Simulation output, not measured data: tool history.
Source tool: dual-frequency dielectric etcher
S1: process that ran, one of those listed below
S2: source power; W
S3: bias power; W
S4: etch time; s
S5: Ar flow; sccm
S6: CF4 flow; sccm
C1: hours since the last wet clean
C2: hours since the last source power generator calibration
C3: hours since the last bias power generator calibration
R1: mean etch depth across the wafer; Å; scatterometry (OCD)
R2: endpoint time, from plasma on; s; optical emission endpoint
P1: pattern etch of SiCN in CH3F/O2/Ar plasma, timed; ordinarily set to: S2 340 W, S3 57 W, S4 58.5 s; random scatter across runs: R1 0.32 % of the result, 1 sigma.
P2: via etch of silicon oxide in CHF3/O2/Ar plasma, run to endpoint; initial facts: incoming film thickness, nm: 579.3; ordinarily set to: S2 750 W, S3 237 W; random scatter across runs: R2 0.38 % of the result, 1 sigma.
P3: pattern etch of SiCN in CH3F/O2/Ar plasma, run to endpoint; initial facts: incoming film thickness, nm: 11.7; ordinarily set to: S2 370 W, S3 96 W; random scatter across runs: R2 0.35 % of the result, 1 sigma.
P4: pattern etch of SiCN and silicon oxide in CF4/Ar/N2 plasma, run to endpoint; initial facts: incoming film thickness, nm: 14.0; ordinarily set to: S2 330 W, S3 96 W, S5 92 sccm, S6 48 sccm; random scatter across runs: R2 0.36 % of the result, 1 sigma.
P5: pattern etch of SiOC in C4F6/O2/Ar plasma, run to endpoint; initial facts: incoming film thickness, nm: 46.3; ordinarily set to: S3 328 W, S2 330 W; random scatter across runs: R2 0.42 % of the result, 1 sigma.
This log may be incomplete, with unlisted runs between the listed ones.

run,hour,S1,S2,S3,S4,S5,S6,C1,C2,C3,R1,R2
1,5.8,P1,340,57,58.5,,,326.8,1029.4,2504.5,190.76,
2,10.5,P1,340,57,58.5,,,331.5,1034.1,2509.2,191.09,
3,18.0,P2,750,237,,,,339.0,1041.6,2516.7,,247.230
4,22.1,P1,340,42,58.5,,,343.1,1045.7,2520.8,172.57,
5,28.1,P3,370,129,,,,349.1,1051.7,2526.8,,25.881
# hour 30.1: source power generator calibrated
6,31.7,P1,340,57,34.5,,,352.7,1.6,2530.4,111.47,
7,37.2,P5,210,328,,,,358.2,7.1,2535.9,,22.446
8,42.6,P4,330,96,,92,66,363.6,12.5,2541.3,,18.992
9,48.5,P2,750,237,,,,369.5,18.4,2547.2,,246.310
10,54.7,P3,230,96,,,,375.7,24.6,2553.4,,34.272
11,58.1,P1,340,57,58.5,,,379.1,28.0,2556.8,190.30,
12,62.0,P1,340,57,58.5,,,383.0,31.9,2560.7,189.91,
13,68.1,P1,340,80,58.5,,,389.1,38.0,2566.8,215.06,
14,73.8,P4,330,75,,92,48,394.8,43.7,2572.5,,21.553
15,79.0,P4,330,96,,124,48,400.0,48.9,2577.7,,20.600
16,84.4,P5,330,328,,,,405.4,54.3,2583.1,,18.907
17,88.9,P3,370,96,,,,409.9,58.8,2587.6,,29.006
18,96.9,P1,460,57,58.5,,,417.9,66.8,2595.6,214.49,
19,101.2,P1,340,57,82.5,,,422.2,71.1,2599.9,270.12,
20,105.3,P5,330,429,,,,426.3,75.2,2604.0,,17.153

The next listed run, before its measurement:
21,113.0,P5,330,328,,,,434.0,82.9,2611.7,,?

Logged for run 21: R2 18.611 s.
